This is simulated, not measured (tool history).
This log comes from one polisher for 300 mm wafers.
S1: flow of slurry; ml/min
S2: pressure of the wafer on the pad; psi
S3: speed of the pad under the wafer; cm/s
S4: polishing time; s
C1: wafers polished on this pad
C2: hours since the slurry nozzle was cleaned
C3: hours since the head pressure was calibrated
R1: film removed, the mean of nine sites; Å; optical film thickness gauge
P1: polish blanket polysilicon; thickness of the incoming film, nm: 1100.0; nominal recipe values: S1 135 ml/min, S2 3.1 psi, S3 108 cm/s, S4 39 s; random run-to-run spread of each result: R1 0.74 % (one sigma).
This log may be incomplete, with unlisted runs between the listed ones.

{"run": 1, "hour": 8.4, "S1": 135, "S2": 3.1, "S3": 108, "S4": 39, "C1": 329, "C2": 130.5, "C3": 671.5, "R1": 3673.6}
{"run": 2, "hour": 20.3, "S1": 185, "S2": 3.1, "S3": 108, "S4": 39, "C1": 462, "C2": 142.4, "C3": 683.4, "R1": 3880.9}
{"run": 3, "hour": 33.7, "S1": 135, "S2": 3.1, "S3": 108, "S4": 18, "C1": 611, "C2": 155.8, "C3": 696.8, "R1": 1680.3}
{"run": 4, "hour": 48.8, "S1": 135, "S2": 3.1, "S3": 108, "S4": 39, "C1": 779, "C2": 170.9, "C3": 711.9, "R1": 3655.8}
{"run": 5, "hour": 67.8, "S1": 80, "S2": 3.1, "S3": 108, "S4": 39, "C1": 991, "C2": 189.9, "C3": 730.9, "R1": 3182.0}
{"run": 6, "hour": 76.6, "S1": 135, "S2": 4.7, "S3": 108, "S4": 39, "C1": 1088, "C2": 198.7, "C3": 739.7, "R1": 5519.6}
{"run": 7, "hour": 86.1, "S1": 135, "S2": 3.1, "S3": 166, "S4": 39, "C1": 1194, "C2": 208.2, "C3": 749.2, "R1": 5552.6}
{"run": 8, "hour": 105.3, "S1": 185, "S2": 3.1, "S3": 60, "S4": 39, "C1": 1408, "C2": 227.4, "C3": 768.4, "R1": 2141.0}
{"run": 9, "hour": 116.2, "S1": 135, "S2": 3.1, "S3": 48, "S4": 39, "C1": 1529, "C2": 238.3, "C3": 779.3, "R1": 1615.9}
{"run": 10, "hour": 127.3, "S1": 135, "S2": 3.1, "S3": 108, "S4": 39, "C1": 1653, "C2": 249.4, "C3": 790.4, "R1": 3628.9}
{"run": 11, "hour": 137.8, "S1": 135, "S2": 3.1, "S3": 108, "S4": 62, "C1": 1770, "C2": 259.9, "C3": 800.9, "R1": 5817.0}
{"run": 12, "hour": 151.6, "S1": 135, "S2": 3.1, "S3": 108, "S4": 39, "C1": 1923, "C2": 273.7, "C3": 814.7, "R1": 3685.2}
{"run": 13, "hour": 165.5, "S1": 135, "S2": 1.7, "S3": 108, "S4": 39, "C1": 2078, "C2": 287.6, "C3": 828.6, "R1": 2008.4}
{"run": 14, "hour": 177.1, "S1": 135, "S2": 3.1, "S3": 108, "S4": 39, "C1": 2207, "C2": 299.2, "C3": 840.2, "R1": 3712.1}
{"run": 15, "hour": 192.4, "S1": 135, "S2": 3.1, "S3": 108, "S4": 39, "C1": 2377, "C2": 314.5, "C3": 855.5, "R1": 3610.0}
{"run": 16, "hour": 211.6, "S1": 135, "S2": 3.1, "S3": 108, "S4": 39, "C1": 2591, "C2": 333.7, "C3": 874.7, "R1": 3652.6}
{"run": 17, "hour": 227.0, "S1": 135, "S2": 3.1, "S3": 108, "S4": 39, "C1": 2762, "C2": 349.1, "C3": 890.1, "R1": 3457.1}
{"run": 18, "hour": 240.3, "S1": 135, "S2": 3.1, "S3": 108, "S4": 39, "C1": 2910, "C2": 362.4, "C3": 903.4, "R1": 3392.4}
{"run": 19, "hour": 257.4, "S1": 135, "S2": 3.1, "S3": 108, "S4": 39, "C1": 3101, "C2": 379.5, "C3": 920.5, "R1": 3325.3}
{"hour": 266.5, "done": "worn pad replaced by a new one"}
{"run": 20, "hour": 266.8, "S1": 135, "S2": 3.1, "S3": 108, "S4": 39, "C1": 3, "C2": 388.9, "C3": 929.9, "R1": 3270.0}
{"run": 21, "hour": 276.9, "S1": 135, "S2": 3.1, "S3": 108, "S4": 39, "C1": 115, "C2": 399.0, "C3": 940.0, "R1": 3259.0}
{"run": 22, "hour": 293.3, "S1": 135, "S2": 3.1, "S3": 108, "S4": 39, "C1": 298, "C2": 415.4, "C3": 956.4, "R1": 3280.3}
{"run": 23, "hour": 311.1, "S1": 135, "S2": 3.1, "S3": 108, "S4": 39, "C1": 496, "C2": 433.2, "C3": 974.2, "R1": 3224.3}

Something has made what P1 gives creep away from where it was; the 2 causes below, each at its own stated size, fit the log equally well:
A: head's pressure below its setpoint, % = 11.2
B: slurry flow missing at the pad, % = 39.3
The onset of the drift is placed at about hour 211.6.
The rest of the possible causes, and what rules out each one:
removal rate lost through wear of the pad, %: was serviced at hour 266.5, once the creep was under way, yet the earlier output never came back

Of the 4 check runs below, each run on 5 wafers with the results averaged and each result still a question mark, which one would tell the listed causes apart?
{"run": "check 1", "hour": 328.9, "S1": 135, "S2": 3.1, "S3": 144, "S4": 61, "R1": "?"}
{"run": "check 2", "hour": 328.9, "S1": 135, "S2": 3.1, "S3": 48, "S4": 39, "R1": "?"}
{"run": "check 3", "hour": 328.9, "S1": 135, "S2": 4.7, "S3": 108, "S4": 39, "R1": "?"}
{"run": "check 4", "hour": 328.9, "S1": 175, "S2": 4.0, "S3": 108, "S4": 39, "R1": "?"}

Outcome of each check run for each possible cause:
check=check_1 result=R1 if_A=6761.9 if_B=6757.9
check=check_2 result=R1 if_A=1441.1 if_B=1440.2
check=check_3 result=R1 if_A=4915.9 if_B=4912.9
check=check_4 result=R1 if_A=4370.9 if_B=4478.2
Smallest distance between any two causes, each pair judged by its most separating result, in per cent: check 1 0.06 %; check 2 0.06 %; check 3 0.06 %; check 4 2.42 %
Check 4 distinguishes between the causes, while the remaining checks would return nearly the same result for all of them.

Running check 4 produced the following: R1 4383.8 Å. Which one of the listed causes fits?

The correct cause is A, namely: head's pressure below its setpoint, %.
